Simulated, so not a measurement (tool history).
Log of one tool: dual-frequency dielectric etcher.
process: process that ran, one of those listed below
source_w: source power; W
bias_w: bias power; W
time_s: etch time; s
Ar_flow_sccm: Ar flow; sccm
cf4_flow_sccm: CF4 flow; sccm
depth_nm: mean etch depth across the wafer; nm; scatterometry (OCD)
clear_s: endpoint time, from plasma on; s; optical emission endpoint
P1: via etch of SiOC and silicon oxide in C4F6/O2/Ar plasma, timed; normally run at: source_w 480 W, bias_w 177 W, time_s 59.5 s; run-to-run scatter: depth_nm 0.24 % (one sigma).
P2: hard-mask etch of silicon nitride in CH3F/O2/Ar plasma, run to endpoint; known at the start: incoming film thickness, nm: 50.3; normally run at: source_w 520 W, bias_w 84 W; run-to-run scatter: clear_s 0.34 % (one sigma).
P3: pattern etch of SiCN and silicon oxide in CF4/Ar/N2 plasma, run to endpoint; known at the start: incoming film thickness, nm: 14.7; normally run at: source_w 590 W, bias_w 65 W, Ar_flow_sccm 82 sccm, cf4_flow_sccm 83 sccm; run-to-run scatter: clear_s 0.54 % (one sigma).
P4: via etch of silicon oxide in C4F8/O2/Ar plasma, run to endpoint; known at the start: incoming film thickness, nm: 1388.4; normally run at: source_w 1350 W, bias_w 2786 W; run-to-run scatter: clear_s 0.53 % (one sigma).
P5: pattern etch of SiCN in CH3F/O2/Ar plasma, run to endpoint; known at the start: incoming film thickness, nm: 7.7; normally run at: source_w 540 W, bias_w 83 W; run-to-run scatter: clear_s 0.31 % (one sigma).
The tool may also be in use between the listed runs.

| run | hour | process | source_w | bias_w | time_s | Ar_flow_sccm | cf4_flow_sccm | hours since the last wet clean | hours since the last source power generator calibration | hours since the last bias power generator calibration | depth_nm | clear_s |
|---|---|---|---|---|---|---|---|---|---|---|---|---|
| 1 | 8.4 | P1 | 480 | 177 | 59.5 |  |  | 355.4 | 1437.5 | 1592.6 | 70.104 |  |
| 2 | 22.7 | P1 | 350 | 177 | 59.5 |  |  | 369.7 | 1451.8 | 1606.9 | 61.984 |  |
| 3 | 37.4 | P1 | 480 | 177 | 59.5 |  |  | 384.4 | 1466.5 | 1621.6 | 70.083 |  |
| 4 | 52.4 | P1 | 480 | 177 | 59.5 |  |  | 399.4 | 1481.5 | 1636.6 | 69.910 |  |
| 5 | 66.7 | P1 | 480 | 177 | 59.5 |  |  | 413.7 | 1495.8 | 1650.9 | 69.835 |  |
| 6 | 77.5 | P1 | 600 | 177 | 59.5 |  |  | 424.5 | 1506.6 | 1661.7 | 76.218 |  |
| 7 | 85.0 | P3 | 590 | 65 |  | 82 | 83 | 432.0 | 1514.1 | 1669.2 |  | 13.533 |
| 8 | 94.2 | P5 | 540 | 83 |  |  |  | 441.2 | 1523.3 | 1678.4 |  | 18.616 |
| 9 | 101.6 | P3 | 590 | 65 |  | 82 | 83 | 448.6 | 1530.7 | 1685.8 |  | 13.680 |
| 10 | 113.9 | P4 | 1350 | 2786 |  |  |  | 460.9 | 1543.0 | 1698.1 |  | 286.950 |
| 11 | 122.7 | P4 | 1350 | 3754 |  |  |  | 469.7 | 1551.8 | 1706.9 |  | 261.960 |
| 12 | 130.1 | P5 | 540 | 83 |  |  |  | 477.1 | 1559.2 | 1714.3 |  | 18.568 |
| 13 | 141.2 | P4 | 960 | 2786 |  |  |  | 488.2 | 1570.3 | 1725.4 |  | 333.220 |
| 14 | 154.0 | P1 | 480 | 177 | 73.0 |  |  | 501.0 | 1583.1 | 1738.2 | 85.674 |  |
| 15 | 161.0 | P2 | 520 | 49 |  |  |  | 508.0 | 1590.1 | 1745.2 |  | 74.124 |
| 16 | 167.8 | P1 | 480 | 177 | 32.5 |  |  | 514.8 | 1596.9 | 1752.0 | 38.167 |  |
| 17 | 175.6 | P1 | 480 | 177 | 59.5 |  |  | 522.6 | 1604.7 | 1759.8 | 69.989 |  |
| 18 | 184.2 | P1 | 480 | 110 | 59.5 |  |  | 531.2 | 1613.3 | 1768.4 | 60.550 |  |
| 19 | 198.5 | P2 | 520 | 84 |  |  |  | 545.5 | 1627.6 | 1782.7 |  | 62.335 |
| 20 | 207.3 | P3 | 750 | 65 |  | 82 | 83 | 554.3 | 1636.4 | 1791.5 |  | 11.051 |
| 21 | 217.6 | P1 | 480 | 177 | 59.5 |  |  | 564.6 | 1646.7 | 1801.8 | 70.003 |  |
| 22 | 229.8 | P4 | 1350 | 2786 |  |  |  | 576.8 | 1658.9 | 1814.0 |  | 289.270 |
| 23 | 242.7 | P3 | 590 | 65 |  | 82 | 56 | 589.7 | 1671.8 | 1826.9 |  | 14.491 |

Run 24 comes next. What will it give?
| 24 | 252.2 | P5 | 430 | 83 |  |  |  | 599.2 | 1681.3 | 1836.4 |  | ? |

{"run 24": {"clear_s": 20.325}}
